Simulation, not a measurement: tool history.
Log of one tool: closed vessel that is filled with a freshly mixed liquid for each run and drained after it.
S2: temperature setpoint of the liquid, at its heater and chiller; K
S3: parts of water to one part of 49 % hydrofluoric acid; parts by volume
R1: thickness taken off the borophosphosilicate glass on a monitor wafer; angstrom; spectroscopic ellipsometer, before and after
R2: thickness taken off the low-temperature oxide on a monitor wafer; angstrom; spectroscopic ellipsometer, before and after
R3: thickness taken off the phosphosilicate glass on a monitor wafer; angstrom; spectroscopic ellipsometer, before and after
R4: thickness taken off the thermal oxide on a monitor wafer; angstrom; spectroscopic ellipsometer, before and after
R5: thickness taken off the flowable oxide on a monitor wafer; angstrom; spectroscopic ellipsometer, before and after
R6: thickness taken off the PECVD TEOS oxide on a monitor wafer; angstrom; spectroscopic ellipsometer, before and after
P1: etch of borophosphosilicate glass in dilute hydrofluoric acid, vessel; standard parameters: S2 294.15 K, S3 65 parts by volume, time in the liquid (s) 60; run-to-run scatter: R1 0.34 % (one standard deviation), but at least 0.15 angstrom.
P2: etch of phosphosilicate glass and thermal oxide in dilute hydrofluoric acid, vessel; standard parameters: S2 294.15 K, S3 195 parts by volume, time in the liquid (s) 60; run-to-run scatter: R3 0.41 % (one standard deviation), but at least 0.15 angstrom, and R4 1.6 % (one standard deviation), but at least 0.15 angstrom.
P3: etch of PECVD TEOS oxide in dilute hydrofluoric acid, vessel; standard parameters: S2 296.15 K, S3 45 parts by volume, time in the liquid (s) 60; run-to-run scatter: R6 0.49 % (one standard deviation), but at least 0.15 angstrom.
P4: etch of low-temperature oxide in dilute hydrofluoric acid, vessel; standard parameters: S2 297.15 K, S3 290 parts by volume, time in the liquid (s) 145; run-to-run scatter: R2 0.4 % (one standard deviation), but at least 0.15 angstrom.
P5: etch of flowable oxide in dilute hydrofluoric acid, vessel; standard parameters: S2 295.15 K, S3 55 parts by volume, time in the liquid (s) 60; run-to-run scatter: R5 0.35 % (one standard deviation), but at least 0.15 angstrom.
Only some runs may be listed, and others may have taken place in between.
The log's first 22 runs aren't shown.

Run 23, day 11.671: process that ran P5, S2 295.15 K, S3 55 parts by volume, time in the liquid (s) 60. Result: R5 618.53 angstrom.
Run 24, day 12.208: process that ran P4, S2 297.15 K, S3 290 parts by volume, time in the liquid (s) 145. Result: R2 78.608 angstrom.
At day 12.492: hydrofluoric acid flow meter replaced.
At day 12.642: thermometer replaced.
Run 25, day 12.808: process that ran P3, S2 296.15 K, S3 20 parts by volume, time in the liquid (s) 60. Result: R6 699.66 angstrom.
Run 26, day 13.554: process that ran P1, S2 294.15 K, S3 65 parts by volume, time in the liquid (s) 60. Result: R1 408.96 angstrom.
Run 27, day 14.225: process that ran P5, S2 295.15 K, S3 95 parts by volume, time in the liquid (s) 60. Result: R5 344.06 angstrom.
Run 28, day 14.604: process that ran P1, S2 302.65 K, S3 65 parts by volume, time in the liquid (s) 60. Result: R1 574.50 angstrom.
Run 29, day 15.175: process that ran P4, S2 297.15 K, S3 480 parts by volume, time in the liquid (s) 145. Result: R2 39.837 angstrom.
Run 30, day 15.567: process that ran P1, S2 294.15 K, S3 95 parts by volume, time in the liquid (s) 60. Result: R1 269.52 angstrom.
Run 31, day 16.104: process that ran P1, S2 294.15 K, S3 65 parts by volume, time in the liquid (s) 60. Result: R1 409.28 angstrom.
Run 32, day 16.521: process that ran P2, S2 294.15 K, S3 195 parts by volume, time in the liquid (s) 60. Result: R3 189.43 angstrom, R4 12.075 angstrom.
Run 33, day 17.204: process that ran P2, S2 294.15 K, S3 195 parts by volume, time in the liquid (s) 60. Result: R3 187.65 angstrom, R4 12.715 angstrom.
Run 34, day 17.796: process that ran P1, S2 294.15 K, S3 65 parts by volume, time in the liquid (s) 60. Result: R1 407.36 angstrom.
Run 35, day 18.508: process that ran P1, S2 294.15 K, S3 65 parts by volume, time in the liquid (s) 60. Result: R1 430.27 angstrom.
Run 36, day 19.238: process that ran P1, S2 294.15 K, S3 65 parts by volume, time in the liquid (s) 60. Result: R1 438.37 angstrom.
Run 37, day 19.875: process that ran P1, S2 294.15 K, S3 65 parts by volume, time in the liquid (s) 60. Result: R1 442.28 angstrom.
Run 38, day 20.383: process that ran P1, S2 294.15 K, S3 65 parts by volume, time in the liquid (s) 60. Result: R1 442.77 angstrom.
Run 39, day 20.754: process that ran P1, S2 294.15 K, S3 65 parts by volume, time in the liquid (s) 60. Result: R1 446.54 angstrom.

What does the tool deliver on the next run?
Run 40, day 21.421: process that ran P1, S2 294.15 K, S3 65 parts by volume, time in the liquid (s) 60. Result: R1 ?.

For run 40 the tool returned R1 443.43 angstrom.
